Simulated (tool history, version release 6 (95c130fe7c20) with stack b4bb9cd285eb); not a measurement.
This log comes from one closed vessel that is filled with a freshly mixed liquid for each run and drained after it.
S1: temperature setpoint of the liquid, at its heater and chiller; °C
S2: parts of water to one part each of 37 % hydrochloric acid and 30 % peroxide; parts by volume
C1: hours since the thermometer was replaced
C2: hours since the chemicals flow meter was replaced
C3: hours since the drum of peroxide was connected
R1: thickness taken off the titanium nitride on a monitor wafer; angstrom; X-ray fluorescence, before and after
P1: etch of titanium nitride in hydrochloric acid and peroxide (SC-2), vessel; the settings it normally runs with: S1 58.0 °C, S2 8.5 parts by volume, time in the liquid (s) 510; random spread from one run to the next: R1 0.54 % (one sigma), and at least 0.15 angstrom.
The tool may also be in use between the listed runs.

run 1 hour=7.2 | S1=58.0 S2=8.5 time_in_the_liquid_(s)=510 | C1=599.5 C2=170.6 C3=123.7 | R1=307.83
run 2 hour=15.1 | S1=58.0 S2=4.0 time_in_the_liquid_(s)=510 | C1=607.4 C2=178.5 C3=131.6 | R1=539.66
run 3 hour=25.1 | S1=58.0 S2=8.5 time_in_the_liquid_(s)=510 | C1=617.4 C2=188.5 C3=141.6 | R1=309.35
run 4 hour=38.6 | S1=58.0 S2=8.5 time_in_the_liquid_(s)=995 | C1=630.9 C2=202.0 C3=155.1 | R1=601.97
run 5 hour=47.7 | S1=58.0 S2=12.5 time_in_the_liquid_(s)=910 | C1=640.0 C2=211.1 C3=164.2 | R1=397.42
run 6 hour=55.7 | S1=58.0 S2=8.5 time_in_the_liquid_(s)=510 | C1=648.0 C2=219.1 C3=172.2 | R1=307.82
run 7 hour=64.2 | S1=58.0 S2=8.5 time_in_the_liquid_(s)=190 | C1=656.5 C2=227.6 C3=180.7 | R1=115.51
run 8 hour=78.9 | S1=51.5 S2=8.5 time_in_the_liquid_(s)=295 | C1=671.2 C2=242.3 C3=195.4 | R1=117.15
run 9 hour=90.7 | S1=58.0 S2=8.5 time_in_the_liquid_(s)=510 | C1=683.0 C2=254.1 C3=207.2 | R1=306.80
run 10 hour=98.3 | S1=58.0 S2=14.5 time_in_the_liquid_(s)=510 | C1=690.6 C2=261.7 C3=214.8 | R1=194.66
run 11 hour=111.4 | S1=44.5 S2=8.5 time_in_the_liquid_(s)=510 | C1=703.7 C2=274.8 C3=227.9 | R1=126.57
run 12 hour=118.3 | S1=72.0 S2=8.5 time_in_the_liquid_(s)=510 | C1=710.6 C2=281.7 C3=234.8 | R1=723.47
run 13 hour=132.5 | S1=58.0 S2=8.5 time_in_the_liquid_(s)=510 | C1=724.8 C2=295.9 C3=249.0 | R1=303.86
run 14 hour=145.6 | S1=58.0 S2=8.5 time_in_the_liquid_(s)=510 | C1=737.9 C2=309.0 C3=262.1 | R1=295.66
run 15 hour=154.6 | S1=58.0 S2=8.5 time_in_the_liquid_(s)=510 | C1=746.9 C2=318.0 C3=271.1 | R1=288.88
-- hour=163.8 new drum of peroxide connected
run 16 hour=165.3 | S1=58.0 S2=8.5 time_in_the_liquid_(s)=510 | C1=757.6 C2=328.7 C3=1.6 | R1=287.05
run 17 hour=180.2 | S1=58.0 S2=8.5 time_in_the_liquid_(s)=510 | C1=772.5 C2=343.6 C3=16.5 | R1=283.40
run 18 hour=190.5 | S1=58.0 S2=8.5 time_in_the_liquid_(s)=510 | C1=782.8 C2=353.9 C3=26.8 | R1=282.41
run 19 hour=201.9 | S1=58.0 S2=8.5 time_in_the_liquid_(s)=510 | C1=794.2 C2=365.3 C3=38.2 | R1=283.38
run 20 hour=213.1 | S1=58.0 S2=8.5 time_in_the_liquid_(s)=510 | C1=805.4 C2=376.5 C3=49.4 | R1=283.09

What P1 gives has crept away from where it was. These 2 causes fit the log equally well, each at the size given:
A: liquid colder than its thermometer reads (K) = 1.37
B: chemicals flow below the setpoint (%) = 10.1
The gradual shift began around hour 132.5.
Other possible causes, and why each is ruled out:
peroxide weaker than its label (%): its service at hour 163.8 followed the start of the drift and did not put the process back to its old value

Each of the check runs listed below is run on 3 wafers and reports their average, with the results left as question marks. Pick the one under which the possible causes would lead to clearly different results.
run check 1 hour=224.3 | S1=58.0 S2=14.0 time_in_the_liquid_(s)=315 | R1=?
run check 2 hour=224.3 | S1=44.5 S2=4.0 time_in_the_liquid_(s)=510 | R1=?
run check 3 hour=224.3 | S1=52.0 S2=8.5 time_in_the_liquid_(s)=990 | R1=?
run check 4 hour=224.3 | S1=69.5 S2=8.5 time_in_the_liquid_(s)=935 | R1=?

How each check would come out, cause by cause:
check=check_1 result=R1 if_A=114.24 if_B=113.51
check=check_2 result=R1 if_A=200.30 if_B=204.91
check=check_3 result=R1 if_A=369.97 if_B=371.29
check=check_4 result=R1 if_A=1052.50 if_B=1046.80
How far apart the two closest causes lie, in the result that separates them most: check 1 0.64 %; check 2 2.28 %; check 3 0.36 %; check 4 0.55 %
Of the check runs offered, only check 2 discriminates between the causes; the rest would read about the same regardless of which cause applies.

Check 2 was carried out, with these results: R1 205.15 angstrom. Which of the listed causes is responsible?

It was cause B: chemicals flow below the setpoint (%).

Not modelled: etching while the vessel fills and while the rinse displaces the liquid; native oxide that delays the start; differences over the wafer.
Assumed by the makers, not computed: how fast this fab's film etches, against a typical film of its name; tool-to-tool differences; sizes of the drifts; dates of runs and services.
